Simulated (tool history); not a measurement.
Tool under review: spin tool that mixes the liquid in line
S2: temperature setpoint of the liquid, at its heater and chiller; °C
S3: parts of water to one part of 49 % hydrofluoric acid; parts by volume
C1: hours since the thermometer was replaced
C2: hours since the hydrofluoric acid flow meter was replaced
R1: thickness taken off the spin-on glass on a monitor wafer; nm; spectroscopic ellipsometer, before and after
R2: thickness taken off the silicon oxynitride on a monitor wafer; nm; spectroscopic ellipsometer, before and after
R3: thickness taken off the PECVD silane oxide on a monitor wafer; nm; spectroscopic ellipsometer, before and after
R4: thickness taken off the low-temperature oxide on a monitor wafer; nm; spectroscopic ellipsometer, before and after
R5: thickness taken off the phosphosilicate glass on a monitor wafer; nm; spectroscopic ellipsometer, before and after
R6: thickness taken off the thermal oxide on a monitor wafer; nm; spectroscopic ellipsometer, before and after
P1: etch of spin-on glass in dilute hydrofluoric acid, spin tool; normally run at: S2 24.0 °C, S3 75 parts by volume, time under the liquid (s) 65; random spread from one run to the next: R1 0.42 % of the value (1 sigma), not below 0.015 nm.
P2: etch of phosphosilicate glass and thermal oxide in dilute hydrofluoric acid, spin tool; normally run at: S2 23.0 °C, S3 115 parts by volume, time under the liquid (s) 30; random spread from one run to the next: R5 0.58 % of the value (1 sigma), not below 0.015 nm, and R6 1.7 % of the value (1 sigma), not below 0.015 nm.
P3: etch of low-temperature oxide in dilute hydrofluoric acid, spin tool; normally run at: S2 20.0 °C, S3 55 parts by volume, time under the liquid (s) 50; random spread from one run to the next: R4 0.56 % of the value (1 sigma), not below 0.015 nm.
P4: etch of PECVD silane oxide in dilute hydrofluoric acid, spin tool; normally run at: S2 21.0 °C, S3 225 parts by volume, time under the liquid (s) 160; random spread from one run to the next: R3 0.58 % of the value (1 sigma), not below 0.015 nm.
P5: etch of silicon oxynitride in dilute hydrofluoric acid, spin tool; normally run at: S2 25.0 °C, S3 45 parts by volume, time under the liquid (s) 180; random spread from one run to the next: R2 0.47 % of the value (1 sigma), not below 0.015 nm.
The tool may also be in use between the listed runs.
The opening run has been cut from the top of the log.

run 2 hour=7.8 | process_that_ran=P5 S2=25.0 S3=60 time_under_the_liquid_(s)=180 | C1=1637.8 C2=1118.5 | R2=5.5235
run 3 hour=11.1 | process_that_ran=P4 S2=21.0 S3=225 time_under_the_liquid_(s)=160 | C1=1641.1 C2=1121.8 | R3=18.1490
run 4 hour=14.6 | process_that_ran=P3 S2=20.0 S3=55 time_under_the_liquid_(s)=15 | C1=1644.6 C2=1125.3 | R4=7.6102
run 5 hour=20.7 | process_that_ran=P1 S2=24.0 S3=30 time_under_the_liquid_(s)=65 | C1=1650.7 C2=1131.4 | R1=101.1600
run 6 hour=24.9 | process_that_ran=P1 S2=24.0 S3=75 time_under_the_liquid_(s)=65 | C1=1654.9 C2=1135.6 | R1=38.0750
run 7 hour=28.7 | process_that_ran=P5 S2=25.0 S3=45 time_under_the_liquid_(s)=180 | C1=1658.7 C2=1139.4 | R2=7.3678
run 8 hour=32.8 | process_that_ran=P1 S2=24.0 S3=75 time_under_the_liquid_(s)=20 | C1=1662.8 C2=1143.5 | R1=11.7750
run 9 hour=40.0 | process_that_ran=P2 S2=23.0 S3=115 time_under_the_liquid_(s)=50 | C1=1670.0 C2=1150.7 | R5=41.291 R6=2.07080
-- hour=41.8 thermometer replaced
run 10 hour=45.3 | process_that_ran=P5 S2=25.0 S3=45 time_under_the_liquid_(s)=180 | C1=3.5 C2=1156.0 | R2=7.4101
run 11 hour=48.9 | process_that_ran=P4 S2=26.5 S3=225 time_under_the_liquid_(s)=160 | C1=7.1 C2=1159.6 | R3=22.0510
run 12 hour=53.0 | process_that_ran=P2 S2=23.0 S3=115 time_under_the_liquid_(s)=30 | C1=11.2 C2=1163.7 | R5=25.339 R6=1.24190
run 13 hour=59.7 | process_that_ran=P4 S2=21.0 S3=225 time_under_the_liquid_(s)=25 | C1=17.9 C2=1170.4 | R3=2.8105
run 14 hour=65.5 | process_that_ran=P1 S2=17.0 S3=75 time_under_the_liquid_(s)=65 | C1=23.7 C2=1176.2 | R1=28.5520
run 15 hour=68.9 | process_that_ran=P4 S2=21.0 S3=95 time_under_the_liquid_(s)=160 | C1=27.1 C2=1179.6 | R3=49.1440
run 16 hour=72.8 | process_that_ran=P4 S2=21.0 S3=225 time_under_the_liquid_(s)=160 | C1=31.0 C2=1183.5 | R3=18.0200
run 17 hour=76.8 | process_that_ran=P3 S2=25.5 S3=55 time_under_the_liquid_(s)=50 | C1=35.0 C2=1187.5 | R4=31.6440
run 18 hour=83.5 | process_that_ran=P1 S2=24.0 S3=75 time_under_the_liquid_(s)=65 | C1=41.7 C2=1194.2 | R1=38.4070
run 19 hour=86.7 | process_that_ran=P2 S2=23.0 S3=30 time_under_the_liquid_(s)=30 | C1=44.9 C2=1197.4 | R5=107.850 R6=5.47550
run 20 hour=92.4 | process_that_ran=P3 S2=20.0 S3=80 time_under_the_liquid_(s)=50 | C1=50.6 C2=1203.1 | R4=16.8330
run 21 hour=95.8 | process_that_ran=P2 S2=17.0 S3=115 time_under_the_liquid_(s)=30 | C1=54.0 C2=1206.5 | R5=19.408 R6=0.98317
run 22 hour=102.1 | process_that_ran=P1 S2=29.5 S3=75 time_under_the_liquid_(s)=65 | C1=60.3 C2=1212.8 | R1=47.4940
run 23 hour=107.6 | process_that_ran=P5 S2=25.0 S3=45 time_under_the_liquid_(s)=310 | C1=65.8 C2=1218.3 | R2=12.7860
run 24 hour=114.6 | process_that_ran=P3 S2=20.0 S3=55 time_under_the_liquid_(s)=50 | C1=72.8 C2=1225.3 | R4=25.4280

Predict the results of run 25:
run 25 hour=119.0 | process_that_ran=P1 S2=24.0 S3=130 time_under_the_liquid_(s)=15 | C1=77.2 C2=1229.7 | R1=?

For run 25 the tool returned R1 4.7855 nm.

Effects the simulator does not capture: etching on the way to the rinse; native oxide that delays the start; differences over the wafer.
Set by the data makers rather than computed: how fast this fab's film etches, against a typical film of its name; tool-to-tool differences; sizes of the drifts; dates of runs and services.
